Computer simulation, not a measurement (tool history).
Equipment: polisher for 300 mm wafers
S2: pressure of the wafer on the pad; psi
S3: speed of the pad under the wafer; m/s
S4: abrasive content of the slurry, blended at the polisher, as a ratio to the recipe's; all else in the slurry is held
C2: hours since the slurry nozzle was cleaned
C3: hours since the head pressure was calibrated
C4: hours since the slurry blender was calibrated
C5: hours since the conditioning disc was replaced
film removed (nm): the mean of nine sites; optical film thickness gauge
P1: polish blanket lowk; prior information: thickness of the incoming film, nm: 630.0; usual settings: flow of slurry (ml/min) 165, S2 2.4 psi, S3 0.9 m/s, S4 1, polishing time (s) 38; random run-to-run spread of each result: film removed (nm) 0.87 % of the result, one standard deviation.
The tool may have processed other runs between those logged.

{"run": 1, "hour": 4.3, "flow of slurry (ml/min)": 165, "S2": 2.4, "S3": 0.9, "S4": 1, "polishing time (s)": 38, "wafers polished on this pad": 1034, "C2": 109.6, "C3": 581.3, "C4": 125, "C5": 188.1, "film removed (nm)": 15.778}
{"run": 2, "hour": 10.3, "flow of slurry (ml/min)": 165, "S2": 2.4, "S3": 0.4, "S4": 1, "polishing time (s)": 38, "wafers polished on this pad": 1139, "C2": 115.6, "C3": 587.3, "C4": 131, "C5": 194.1, "film removed (nm)": 8.206}
{"run": 3, "hour": 14.3, "flow of slurry (ml/min)": 165, "S2": 1.1, "S3": 0.9, "S4": 1, "polishing time (s)": 38, "wafers polished on this pad": 1209, "C2": 119.6, "C3": 591.3, "C4": 135, "C5": 198.1, "film removed (nm)": 7.4082}
{"run": 4, "hour": 20.5, "flow of slurry (ml/min)": 165, "S2": 2.4, "S3": 1.44, "S4": 1, "polishing time (s)": 38, "wafers polished on this pad": 1317, "C2": 125.8, "C3": 597.5, "C4": 141.2, "C5": 204.3, "film removed (nm)": 22.925}
{"run": 5, "hour": 27.2, "flow of slurry (ml/min)": 165, "S2": 2.4, "S3": 0.9, "S4": 1, "polishing time (s)": 55, "wafers polished on this pad": 1435, "C2": 132.5, "C3": 604.2, "C4": 147.9, "C5": 211, "film removed (nm)": 22.469}
{"run": 6, "hour": 31.6, "flow of slurry (ml/min)": 165, "S2": 2.4, "S3": 0.9, "S4": 1, "polishing time (s)": 38, "wafers polished on this pad": 1512, "C2": 136.9, "C3": 608.6, "C4": 152.3, "C5": 215.4, "film removed (nm)": 15.697}
{"run": 7, "hour": 38.3, "flow of slurry (ml/min)": 165, "S2": 2.4, "S3": 0.9, "S4": 1, "polishing time (s)": 38, "wafers polished on this pad": 1629, "C2": 143.6, "C3": 615.3, "C4": 159, "C5": 222.1, "film removed (nm)": 16.117}
{"run": 8, "hour": 42.6, "flow of slurry (ml/min)": 165, "S2": 2.4, "S3": 0.9, "S4": 1, "polishing time (s)": 38, "wafers polished on this pad": 1704, "C2": 147.9, "C3": 619.6, "C4": 163.3, "C5": 226.4, "film removed (nm)": 15.911}
{"run": 9, "hour": 49.8, "flow of slurry (ml/min)": 165, "S2": 2.4, "S3": 0.9, "S4": 0.55, "polishing time (s)": 38, "wafers polished on this pad": 1830, "C2": 155.1, "C3": 626.8, "C4": 170.5, "C5": 233.6, "film removed (nm)": 11.551}
{"run": 10, "hour": 54.9, "flow of slurry (ml/min)": 165, "S2": 3.6, "S3": 0.9, "S4": 1, "polishing time (s)": 38, "wafers polished on this pad": 1919, "C2": 160.2, "C3": 631.9, "C4": 175.6, "C5": 238.7, "film removed (nm)": 23.55}
{"run": 11, "hour": 59.1, "flow of slurry (ml/min)": 125, "S2": 1.8, "S3": 0.9, "S4": 1, "polishing time (s)": 38, "wafers polished on this pad": 1993, "C2": 164.4, "C3": 636.1, "C4": 179.8, "C5": 242.9, "film removed (nm)": 11.319}
{"run": 12, "hour": 63.2, "flow of slurry (ml/min)": 210, "S2": 2.4, "S3": 0.9, "S4": 1.2, "polishing time (s)": 38, "wafers polished on this pad": 2064, "C2": 168.5, "C3": 640.2, "C4": 183.9, "C5": 247, "film removed (nm)": 17.94}
{"run": 13, "hour": 67.4, "flow of slurry (ml/min)": 165, "S2": 2.4, "S3": 0.9, "S4": 1.4, "polishing time (s)": 38, "wafers polished on this pad": 2138, "C2": 172.7, "C3": 644.4, "C4": 188.1, "C5": 251.2, "film removed (nm)": 17.892}
{"run": 14, "hour": 74.0, "flow of slurry (ml/min)": 165, "S2": 2.4, "S3": 0.9, "S4": 1, "polishing time (s)": 38, "wafers polished on this pad": 2253, "C2": 179.3, "C3": 651, "C4": 194.7, "C5": 257.8, "film removed (nm)": 16.092}
{"run": 15, "hour": 78.9, "flow of slurry (ml/min)": 260, "S2": 2.4, "S3": 0.9, "S4": 1, "polishing time (s)": 38, "wafers polished on this pad": 2339, "C2": 184.2, "C3": 655.9, "C4": 199.6, "C5": 262.7, "film removed (nm)": 16.903}
{"run": 16, "hour": 85.6, "flow of slurry (ml/min)": 100, "S2": 1.3, "S3": 0.9, "S4": 1, "polishing time (s)": 38, "wafers polished on this pad": 2456, "C2": 190.9, "C3": 662.6, "C4": 206.3, "C5": 269.4, "film removed (nm)": 7.7602}
{"run": 17, "hour": 91.9, "flow of slurry (ml/min)": 100, "S2": 2.4, "S3": 0.9, "S4": 1, "polishing time (s)": 38, "wafers polished on this pad": 2566, "C2": 197.2, "C3": 668.9, "C4": 212.6, "C5": 275.7, "film removed (nm)": 14.336}
{"run": 18, "hour": 99.1, "flow of slurry (ml/min)": 165, "S2": 2.4, "S3": 0.9, "S4": 1, "polishing time (s)": 20, "wafers polished on this pad": 2692, "C2": 204.4, "C3": 676.1, "C4": 219.8, "C5": 282.9, "film removed (nm)": 8.2616}

Expected results for the next run?
{"run": 19, "hour": 104.3, "flow of slurry (ml/min)": 165, "S2": 2.4, "S3": 0.9, "S4": 1, "polishing time (s)": 38, "wafers polished on this pad": 2783, "C2": 209.6, "C3": 681.3, "C4": 225, "C5": 288.1, "film removed (nm)": "?"}

Run 19 came out at film removed (nm) 16.024.
